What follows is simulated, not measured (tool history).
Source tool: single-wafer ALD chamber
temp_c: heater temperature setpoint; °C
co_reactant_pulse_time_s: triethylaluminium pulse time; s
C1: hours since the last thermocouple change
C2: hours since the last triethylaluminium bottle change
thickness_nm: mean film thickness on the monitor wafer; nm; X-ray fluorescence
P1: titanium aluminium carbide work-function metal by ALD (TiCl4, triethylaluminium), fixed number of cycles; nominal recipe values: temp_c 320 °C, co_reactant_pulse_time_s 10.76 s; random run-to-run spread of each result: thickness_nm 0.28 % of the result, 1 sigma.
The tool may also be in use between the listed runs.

run 1 hour=14 | temp_c=320 co_reactant_pulse_time_s=10.76 | C1=1452.3 C2=598.5 | thickness_nm=2.176
run 2 hour=24.3 | temp_c=320 co_reactant_pulse_time_s=10.76 | C1=1462.6 C2=608.8 | thickness_nm=2.1853
run 3 hour=32.3 | temp_c=320 co_reactant_pulse_time_s=15.33 | C1=1470.6 C2=616.8 | thickness_nm=2.2274
run 4 hour=42.4 | temp_c=296 co_reactant_pulse_time_s=10.76 | C1=1480.7 C2=626.9 | thickness_nm=1.9639
run 5 hour=55.9 | temp_c=339 co_reactant_pulse_time_s=15.36 | C1=1494.2 C2=640.4 | thickness_nm=2.3904
run 6 hour=69.5 | temp_c=307 co_reactant_pulse_time_s=5.07 | C1=1507.8 C2=654 | thickness_nm=1.7474
run 7 hour=77.4 | temp_c=320 co_reactant_pulse_time_s=10.76 | C1=1515.7 C2=661.9 | thickness_nm=2.1641
run 8 hour=84.3 | temp_c=320 co_reactant_pulse_time_s=10.76 | C1=1522.6 C2=668.8 | thickness_nm=2.1776
run 9 hour=97 | temp_c=320 co_reactant_pulse_time_s=10.76 | C1=1535.3 C2=681.5 | thickness_nm=2.1661
run 10 hour=103.5 | temp_c=320 co_reactant_pulse_time_s=10.76 | C1=1541.8 C2=688 | thickness_nm=2.1767
run 11 hour=115.8 | temp_c=320 co_reactant_pulse_time_s=5.7 | C1=1554.1 C2=700.3 | thickness_nm=1.911
run 12 hour=128.7 | temp_c=345 co_reactant_pulse_time_s=10.76 | C1=1567 C2=713.2 | thickness_nm=2.4
run 13 hour=142.2 | temp_c=320 co_reactant_pulse_time_s=10.76 | C1=1580.5 C2=726.7 | thickness_nm=2.1676
run 14 hour=155.1 | temp_c=320 co_reactant_pulse_time_s=10.76 | C1=1593.4 C2=739.6 | thickness_nm=2.1668
run 15 hour=166.5 | temp_c=320 co_reactant_pulse_time_s=10.76 | C1=1604.8 C2=751 | thickness_nm=2.1682
run 16 hour=173.1 | temp_c=320 co_reactant_pulse_time_s=10.76 | C1=1611.4 C2=757.6 | thickness_nm=2.1616
run 17 hour=179.9 | temp_c=320 co_reactant_pulse_time_s=10.76 | C1=1618.2 C2=764.4 | thickness_nm=2.1487
run 18 hour=192.6 | temp_c=320 co_reactant_pulse_time_s=10.76 | C1=1630.9 C2=777.1 | thickness_nm=2.1516
run 19 hour=203.8 | temp_c=320 co_reactant_pulse_time_s=10.76 | C1=1642.1 C2=788.3 | thickness_nm=2.15
run 20 hour=210.9 | temp_c=320 co_reactant_pulse_time_s=10.76 | C1=1649.2 C2=795.4 | thickness_nm=2.1335
run 21 hour=225.3 | temp_c=320 co_reactant_pulse_time_s=10.76 | C1=1663.6 C2=809.8 | thickness_nm=2.1365
run 22 hour=235.9 | temp_c=320 co_reactant_pulse_time_s=10.76 | C1=1674.2 C2=820.4 | thickness_nm=2.1522
run 23 hour=243.7 | temp_c=320 co_reactant_pulse_time_s=10.76 | C1=1682 C2=828.2 | thickness_nm=2.1463
run 24 hour=254.9 | temp_c=320 co_reactant_pulse_time_s=10.76 | C1=1693.2 C2=839.4 | thickness_nm=2.1382

Compared with where it was, what P1 gives has crept away. Each cause listed below fits the log as well as the rest, at the size given for it:
A: triethylaluminium dose below that of a fresh bottle (%) = 12.9
B: wafer temperature below the value expected at the setpoint (K) = 3.8
Onset of the creep was near hour 142.2.

Listed below are the offered check runs, one wafer per run, with question marks in place of results. For which of them would the causes give clearly different outcomes?
run check 1 hour=266.1 | temp_c=339 co_reactant_pulse_time_s=10.76 | thickness_nm=?
run check 2 hour=266.1 | temp_c=320 co_reactant_pulse_time_s=6.12 | thickness_nm=?
run check 3 hour=266.1 | temp_c=300 co_reactant_pulse_time_s=10.76 | thickness_nm=?
run check 4 hour=266.1 | temp_c=343 co_reactant_pulse_time_s=10.76 | thickness_nm=?

What each check would give under each cause:
check=check_1 result=thickness_nm if_A=2.3103 if_B=2.3125
check=check_2 result=thickness_nm if_A=1.877 if_B=1.9314
check=check_3 result=thickness_nm if_A=1.9713 if_B=1.9692
check=check_4 result=thickness_nm if_A=2.3455 if_B=2.3482
Separation of the two closest causes in each check, using whichever result separates them best: check 1 0.1 %; check 2 2.86 %; check 3 0.11 %; check 4 0.11 %
Check 2 tells the causes apart: in the others they would give nearly the same result.

The results of check 2 are: thickness_nm 1.8718 nm. Based on these, which of the listed causes is it?

A is the cause: triethylaluminium dose below that of a fresh bottle (%).

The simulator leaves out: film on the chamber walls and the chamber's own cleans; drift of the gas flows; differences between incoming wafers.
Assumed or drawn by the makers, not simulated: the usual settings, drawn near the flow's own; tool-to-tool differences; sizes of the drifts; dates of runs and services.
